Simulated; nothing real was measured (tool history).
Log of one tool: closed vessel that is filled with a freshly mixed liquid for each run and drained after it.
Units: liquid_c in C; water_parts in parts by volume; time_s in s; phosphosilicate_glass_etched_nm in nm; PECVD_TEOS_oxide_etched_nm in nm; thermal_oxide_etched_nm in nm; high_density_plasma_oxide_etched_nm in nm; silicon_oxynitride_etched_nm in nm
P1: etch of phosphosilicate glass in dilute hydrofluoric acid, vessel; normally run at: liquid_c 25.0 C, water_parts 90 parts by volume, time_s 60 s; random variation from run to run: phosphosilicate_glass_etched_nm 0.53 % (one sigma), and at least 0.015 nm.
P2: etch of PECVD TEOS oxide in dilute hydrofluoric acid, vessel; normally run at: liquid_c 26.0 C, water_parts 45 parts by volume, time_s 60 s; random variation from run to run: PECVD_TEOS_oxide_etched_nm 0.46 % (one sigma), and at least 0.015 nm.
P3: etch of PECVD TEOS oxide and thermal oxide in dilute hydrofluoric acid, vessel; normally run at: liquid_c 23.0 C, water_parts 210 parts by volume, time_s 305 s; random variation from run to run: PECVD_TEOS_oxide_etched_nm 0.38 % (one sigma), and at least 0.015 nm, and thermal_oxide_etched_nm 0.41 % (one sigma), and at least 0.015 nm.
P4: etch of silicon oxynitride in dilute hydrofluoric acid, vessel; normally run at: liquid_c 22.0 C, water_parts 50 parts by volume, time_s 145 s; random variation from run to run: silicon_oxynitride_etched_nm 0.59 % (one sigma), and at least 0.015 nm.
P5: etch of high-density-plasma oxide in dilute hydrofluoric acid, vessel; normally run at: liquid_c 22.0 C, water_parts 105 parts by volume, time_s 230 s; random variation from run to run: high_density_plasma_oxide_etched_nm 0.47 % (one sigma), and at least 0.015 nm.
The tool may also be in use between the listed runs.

| run | hour | process | liquid_c | water_parts | time_s | hours since the thermometer was replaced | hours since the hydrofluoric acid flow meter was replaced | phosphosilicate_glass_etched_nm | PECVD_TEOS_oxide_etched_nm | thermal_oxide_etched_nm | high_density_plasma_oxide_etched_nm | silicon_oxynitride_etched_nm |
|---|---|---|---|---|---|---|---|---|---|---|---|---|
| 1 | 15.0 | P1 | 25.0 | 90 | 60 | 335.9 | 214.6 | 101.730 |  |  |  |  |
| 2 | 33.3 | P1 | 25.0 | 140 | 60 | 354.2 | 232.9 | 60.527 |  |  |  |  |
| 3 | 46.9 | P1 | 25.0 | 90 | 60 | 367.8 | 246.5 | 100.160 |  |  |  |  |
| 4 | 59.3 | P3 | 17.0 | 210 | 305 | 380.2 | 258.9 |  | 18.390 | 4.5079 |  |  |
| 5 | 76.4 | P5 | 22.0 | 105 | 230 | 397.3 | 276.0 |  |  |  | 13.3220 |  |
| 6 | 91.8 | P2 | 26.0 | 45 | 115 | 412.7 | 291.4 |  | 57.304 |  |  |  |
| 7 | 106.8 | P1 | 25.0 | 90 | 30 | 427.7 | 306.4 | 49.999 |  |  |  |  |
| 8 | 115.6 | P4 | 17.0 | 50 | 145 | 436.5 | 315.2 |  |  |  |  | 3.0508 |
| 9 | 132.1 | P1 | 25.0 | 25 | 60 | 453.0 | 331.7 | 396.130 |  |  |  |  |
| 10 | 148.2 | P2 | 33.0 | 45 | 60 | 469.1 | 347.8 |  | 39.388 |  |  |  |
| 11 | 160.4 | P3 | 23.0 | 210 | 305 | 481.3 | 360.0 |  | 23.391 | 5.7359 |  |  |
| 12 | 177.5 | P1 | 18.5 | 90 | 60 | 498.4 | 377.1 | 76.842 |  |  |  |  |
| 13 | 187.0 | P1 | 25.0 | 90 | 60 | 507.9 | 386.6 | 100.590 |  |  |  |  |
| 14 | 204.5 | P4 | 22.0 | 50 | 145 | 525.4 | 404.1 |  |  |  |  | 3.9194 |
| 15 | 215.8 | P1 | 32.0 | 90 | 60 | 536.7 | 415.4 | 130.200 |  |  |  |  |
| 16 | 226.0 | P1 | 25.0 | 90 | 60 | 546.9 | 425.6 | 100.450 |  |  |  |  |
| 17 | 240.9 | P3 | 23.0 | 35 | 305 | 561.8 | 440.5 |  | 172.490 | 42.1750 |  |  |
| 18 | 255.7 | P1 | 25.0 | 90 | 120 | 576.6 | 455.3 | 200.960 |  |  |  |  |
| 19 | 266.8 | P2 | 26.0 | 20 | 60 | 587.7 | 466.4 |  | 69.904 |  |  |  |
| 20 | 283.1 | P5 | 22.0 | 25 | 230 | 604.0 | 482.7 |  |  |  | 61.3240 |  |
| 21 | 300.5 | P1 | 25.0 | 90 | 60 | 621.4 | 500.1 | 100.570 |  |  |  |  |
| 22 | 313.3 | P1 | 17.5 | 90 | 115 | 634.2 | 512.9 | 140.760 |  |  |  |  |
| 23 | 331.6 | P2 | 26.0 | 45 | 60 | 652.5 | 531.2 |  | 30.086 |  |  |  |
| 24 | 344.0 | P5 | 22.0 | 105 | 50 | 664.9 | 543.6 |  |  |  | 2.9372 |  |
| 25 | 353.6 | P5 | 17.0 | 105 | 230 | 674.5 | 553.2 |  |  |  | 10.8560 |  |
| 26 | 364.5 | P3 | 23.0 | 210 | 525 | 685.4 | 564.1 |  | 40.176 | 9.8469 |  |  |
| 27 | 375.9 | P4 | 22.0 | 20 | 145 | 696.8 | 575.5 |  |  |  |  | 10.0050 |
| 28 | 386.3 | P4 | 22.0 | 50 | 60 | 707.2 | 585.9 |  |  |  |  | 1.6175 |
| 29 | 403.1 | P1 | 25.0 | 90 | 60 | 724.0 | 602.7 | 100.490 |  |  |  |  |
| 30 | 416.6 | P1 | 25.0 | 90 | 60 | 737.5 | 616.2 | 96.146 |  |  |  |  |
| 31 | 428.2 | P1 | 25.0 | 90 | 60 | 749.1 | 627.8 | 93.534 |  |  |  |  |
| 32 | 447.1 | P1 | 25.0 | 90 | 60 | 768.0 | 646.7 | 92.620 |  |  |  |  |
| 33 | 461.2 | P1 | 25.0 | 90 | 60 | 782.1 | 660.8 | 91.600 |  |  |  |  |
| 34 | 469.7 | P1 | 25.0 | 90 | 60 | 790.6 | 669.3 | 91.088 |  |  |  |  |
| 35 | 480.6 | P1 | 25.0 | 90 | 60 | 801.5 | 680.2 | 91.216 |  |  |  |  |
| 36 | 498.3 | P1 | 25.0 | 90 | 60 | 819.2 | 697.9 | 91.726 |  |  |  |  |

What P1 gives has crept away from where it was. These 2 causes fit the log equally well, each at the size given:
A: liquid colder than its thermometer reads (K) = 2.4
B: hydrofluoric acid flow below the setpoint (%) = 8.19
The creep began at about hour 403.1.

4 check runs are offered, each on 2 wafers whose results are averaged, their results left as question marks. Which one tells the causes apart?
| check 1 | 516.0 | P3 | 23.0 | 110 | 305 |  |  |  | ? | ? |  |  |
| check 2 | 516.0 | P5 | 22.0 | 75 | 230 |  |  |  |  |  | ? |  |
| check 3 | 516.0 | P2 | 26.0 | 45 | 110 |  |  |  | ? |  |  |  |
| check 4 | 516.0 | P4 | 17.0 | 20 | 145 |  |  |  |  |  |  | ? |

What each check would give under each cause:
| check | result | if A | if B |
|---|---|---|---|
| check 1 | PECVD_TEOS_oxide_etched_nm | 45.142 | 45.115 |
| check 1 | thermal_oxide_etched_nm | 11.0800 | 11.0730 |
| check 2 | high_density_plasma_oxide_etched_nm | 17.4710 | 17.5760 |
| check 3 | PECVD_TEOS_oxide_etched_nm | 49.754 | 50.132 |
| check 4 | silicon_oxynitride_etched_nm | 6.8110 | 7.0997 |
How far apart the two closest causes lie, in the result that separates them most: check 1 0.06 %; check 2 0.6 %; check 3 0.76 %; check 4 4.15 %
Only check 4 tells the causes apart: in the others they would give nearly the same result.

Check 4 was then run and gave: silicon_oxynitride_etched_nm 6.8123 nm. Which cause is it?

It is A: liquid colder than its thermometer reads (K).
